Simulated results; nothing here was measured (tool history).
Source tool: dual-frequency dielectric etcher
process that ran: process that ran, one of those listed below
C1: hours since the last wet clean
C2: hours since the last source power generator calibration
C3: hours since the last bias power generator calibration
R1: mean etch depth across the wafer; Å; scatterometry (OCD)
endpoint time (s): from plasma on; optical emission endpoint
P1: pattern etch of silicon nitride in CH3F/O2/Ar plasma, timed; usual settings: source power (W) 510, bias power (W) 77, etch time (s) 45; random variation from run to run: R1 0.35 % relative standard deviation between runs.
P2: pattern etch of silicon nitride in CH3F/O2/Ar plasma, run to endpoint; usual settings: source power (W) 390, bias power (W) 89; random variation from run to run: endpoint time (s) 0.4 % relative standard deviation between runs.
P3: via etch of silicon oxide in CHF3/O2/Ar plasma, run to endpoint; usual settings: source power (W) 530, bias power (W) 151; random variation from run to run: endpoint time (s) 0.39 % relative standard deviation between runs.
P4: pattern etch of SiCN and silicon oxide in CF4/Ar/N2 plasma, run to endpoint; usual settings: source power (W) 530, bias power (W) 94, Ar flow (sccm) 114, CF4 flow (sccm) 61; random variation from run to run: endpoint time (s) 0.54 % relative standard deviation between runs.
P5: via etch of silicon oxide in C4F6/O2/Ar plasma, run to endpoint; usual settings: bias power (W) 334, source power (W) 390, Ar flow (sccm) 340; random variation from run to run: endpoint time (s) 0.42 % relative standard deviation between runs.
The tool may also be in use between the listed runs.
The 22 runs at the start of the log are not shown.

run 23 hour=136.4 | process_that_ran=P2 source_power_(W)=390 bias_power_(W)=89 | C1=253.9 C2=1800.9 C3=54.3 | endpoint_time_(s)=35.952
run 24 hour=144.1 | process_that_ran=P1 source_power_(W)=510 bias_power_(W)=77 etch_time_(s)=45 | C1=261.6 C2=1808.6 C3=62 | R1=356.99
run 25 hour=149.6 | process_that_ran=P1 source_power_(W)=510 bias_power_(W)=77 etch_time_(s)=45 | C1=267.1 C2=1814.1 C3=67.5 | R1=355.51
run 26 hour=155.7 | process_that_ran=P1 source_power_(W)=340 bias_power_(W)=77 etch_time_(s)=35.5 | C1=273.2 C2=1820.2 C3=73.6 | R1=242.75
run 27 hour=163.2 | process_that_ran=P4 source_power_(W)=530 bias_power_(W)=94 Ar_flow_(sccm)=114 CF4_flow_(sccm)=61 | C1=280.7 C2=1827.7 C3=81.1 | endpoint_time_(s)=10.274
run 28 hour=170.3 | process_that_ran=P1 source_power_(W)=510 bias_power_(W)=77 etch_time_(s)=45 | C1=287.8 C2=1834.8 C3=88.2 | R1=358.07
run 29 hour=177 | process_that_ran=P4 source_power_(W)=700 bias_power_(W)=94 Ar_flow_(sccm)=114 CF4_flow_(sccm)=61 | C1=294.5 C2=1841.5 C3=94.9 | endpoint_time_(s)=8.0626
run 30 hour=181.4 | process_that_ran=P5 source_power_(W)=390 bias_power_(W)=334 Ar_flow_(sccm)=340 | C1=298.9 C2=1845.9 C3=99.3 | endpoint_time_(s)=44.998
run 31 hour=185.2 | process_that_ran=P1 source_power_(W)=510 bias_power_(W)=77 etch_time_(s)=45 | C1=302.7 C2=1849.7 C3=103.1 | R1=360.82

Estimate the outcome of run 32 from the log above:
run 32 hour=191.9 | process_that_ran=P1 source_power_(W)=510 bias_power_(W)=77 etch_time_(s)=45 | C1=309.4 C2=1856.4 C3=109.8 | R1=?

Run 32 gave R1 357.8 Å.
